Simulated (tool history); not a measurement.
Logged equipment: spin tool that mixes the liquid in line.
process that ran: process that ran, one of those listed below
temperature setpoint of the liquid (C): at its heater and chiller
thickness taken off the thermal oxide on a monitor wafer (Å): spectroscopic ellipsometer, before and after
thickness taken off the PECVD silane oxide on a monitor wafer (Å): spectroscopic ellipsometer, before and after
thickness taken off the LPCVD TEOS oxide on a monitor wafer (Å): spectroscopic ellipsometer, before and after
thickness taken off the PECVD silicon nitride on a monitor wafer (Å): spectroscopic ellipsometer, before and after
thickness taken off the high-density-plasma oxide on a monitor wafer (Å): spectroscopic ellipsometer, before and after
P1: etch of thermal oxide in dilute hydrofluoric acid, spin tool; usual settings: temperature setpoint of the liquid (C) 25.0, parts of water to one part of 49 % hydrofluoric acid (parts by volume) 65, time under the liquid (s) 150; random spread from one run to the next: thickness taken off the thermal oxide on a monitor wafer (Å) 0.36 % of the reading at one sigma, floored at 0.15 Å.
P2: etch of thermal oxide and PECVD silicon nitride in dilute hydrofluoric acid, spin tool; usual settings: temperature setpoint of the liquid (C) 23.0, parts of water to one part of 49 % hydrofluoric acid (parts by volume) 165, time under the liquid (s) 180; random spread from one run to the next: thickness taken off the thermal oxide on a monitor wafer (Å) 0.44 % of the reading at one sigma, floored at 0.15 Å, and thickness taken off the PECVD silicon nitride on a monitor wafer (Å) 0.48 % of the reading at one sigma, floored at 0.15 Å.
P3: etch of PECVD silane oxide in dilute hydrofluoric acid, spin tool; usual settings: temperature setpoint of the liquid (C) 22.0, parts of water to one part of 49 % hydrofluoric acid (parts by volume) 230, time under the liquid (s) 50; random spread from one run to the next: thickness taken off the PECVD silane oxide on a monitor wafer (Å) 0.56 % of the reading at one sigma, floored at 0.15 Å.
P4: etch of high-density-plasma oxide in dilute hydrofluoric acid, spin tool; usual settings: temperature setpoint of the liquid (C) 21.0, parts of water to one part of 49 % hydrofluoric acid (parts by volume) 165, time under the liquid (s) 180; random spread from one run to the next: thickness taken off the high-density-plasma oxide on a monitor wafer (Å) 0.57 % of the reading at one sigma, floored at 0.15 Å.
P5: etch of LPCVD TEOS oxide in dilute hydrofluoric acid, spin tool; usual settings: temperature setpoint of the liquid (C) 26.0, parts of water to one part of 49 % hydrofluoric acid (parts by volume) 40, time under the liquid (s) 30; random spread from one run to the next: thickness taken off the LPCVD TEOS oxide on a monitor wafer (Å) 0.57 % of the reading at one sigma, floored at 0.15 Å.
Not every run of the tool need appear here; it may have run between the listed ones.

run,hour,process that ran,temperature setpoint of the liquid (C),parts of water to one part of 49 % hydrofluoric acid (parts by volume),time under the liquid (s),thickness taken off the thermal oxide on a monitor wafer (Å),thickness taken off the PECVD silane oxide on a monitor wafer (Å),thickness taken off the LPCVD TEOS oxide on a monitor wafer (Å),thickness taken off the PECVD silicon nitride on a monitor wafer (Å),thickness taken off the high-density-plasma oxide on a monitor wafer (Å)
1,3.5,P1,25.0,65,150,120.000,,,,
2,7.6,P3,22.0,230,50,,87.872,,,
3,14.6,P5,26.0,20,30,,,402.140,,
4,20.8,P2,23.0,165,350,92.704,,,110.610,
5,24.9,P1,18.0,65,150,89.906,,,,
6,31.4,P1,31.5,65,150,153.540,,,,
7,37.1,P1,25.0,65,55,43.940,,,,
8,42.9,P4,21.0,105,180,,,,,88.542
9,47.8,P3,22.0,230,50,,87.396,,,
10,52.2,P3,22.0,230,85,,148.410,,,
11,57.5,P2,23.0,35,180,260.110,,,259.940,
12,63.4,P4,21.0,165,180,,,,,52.723
13,69.7,P1,25.0,65,275,219.990,,,,
14,74.8,P1,25.0,65,150,119.490,,,,
15,78.4,P1,25.0,65,150,119.860,,,,
16,83.6,P2,31.0,165,180,63.437,,,93.678,
17,90.5,P1,30.5,65,15,14.883,,,,
18,97.2,P5,26.0,40,30,,,198.780,,
19,101.2,P5,18.0,40,30,,,140.430,,
20,105.0,P3,22.0,70,50,,341.100,,,
21,108.2,P4,17.0,165,180,,,,,45.391
22,112.1,P4,21.0,165,330,,,,,97.392
23,118.9,P2,23.0,165,180,47.440,,,57.233,
24,125.5,P5,26.0,40,30,,,196.650,,
25,132.1,P3,17.0,230,50,,71.219,,,
26,136.3,P1,25.0,20,150,414.550,,,,
27,142.3,P1,25.0,90,150,84.118,,,,
28,147.3,P1,25.0,65,150,120.440,,,,
29,153.4,P5,26.0,40,15,,,97.673,,
30,159.7,P1,33.0,110,150,91.046,,,,
31,165.0,P1,25.0,65,150,120.400,,,,
32,170.8,P1,25.0,65,150,125.850,,,,
33,177.7,P1,25.0,65,150,128.170,,,,
34,181.1,P1,25.0,65,150,130.640,,,,
35,186.6,P1,25.0,65,150,131.090,,,,
36,190.3,P1,25.0,65,150,130.790,,,,
37,197.6,P1,25.0,65,150,131.510,,,,
38,201.6,P1,25.0,65,150,131.870,,,,

P1 no longer gives what it gave before; its output has crept away from where it was. The following 2 causes, each at its listed size, fit the log equally well:
A: liquid hotter than its thermometer reads (K) = 2.28
B: hydrofluoric acid flow above the setpoint (%) = 8.74
Onset of the creep was near hour 165.0.

Below are 4 check runs, each on a single wafer, with their results shown as question marks. Which of them would tell the listed causes apart, meaning the causes would give clearly different results under it?
check 1,205.6,P4,18.0,110,180,,,,,?
check 2,205.6,P5,23.0,20,30,,,?,,
check 3,205.6,P3,22.0,80,50,,?,,,
check 4,205.6,P2,26.5,165,340,?,,,?,

If the cause were each of the candidates in turn, the checks would give the following:
check,result,if A,if B
check 1,thickness taken off the high-density-plasma oxide on a monitor wafer (Å),81.668,81.613
check 2,thickness taken off the LPCVD TEOS oxide on a monitor wafer (Å),391.560,387.620
check 3,thickness taken off the PECVD silane oxide on a monitor wafer (Å),324.370,324.130
check 4,thickness taken off the thermal oxide on a monitor wafer (Å),110.750,112.600
check 4,thickness taken off the PECVD silicon nitride on a monitor wafer (Å),155.550,146.820
How far apart the two closest causes lie, in the result that separates them most: check 1 0.07 %; check 2 1.01 %; check 3 0.08 %; check 4 5.77 %
Check 4 is the one run that separates the causes; every other check would come out nearly the same whichever cause is at work.

Check 4 was then run and gave: thickness taken off the thermal oxide on a monitor wafer (Å) 110.410; thickness taken off the PECVD silicon nitride on a monitor wafer (Å) 155.860. Which cause is it?

A is the cause: liquid hotter than its thermometer reads (K).
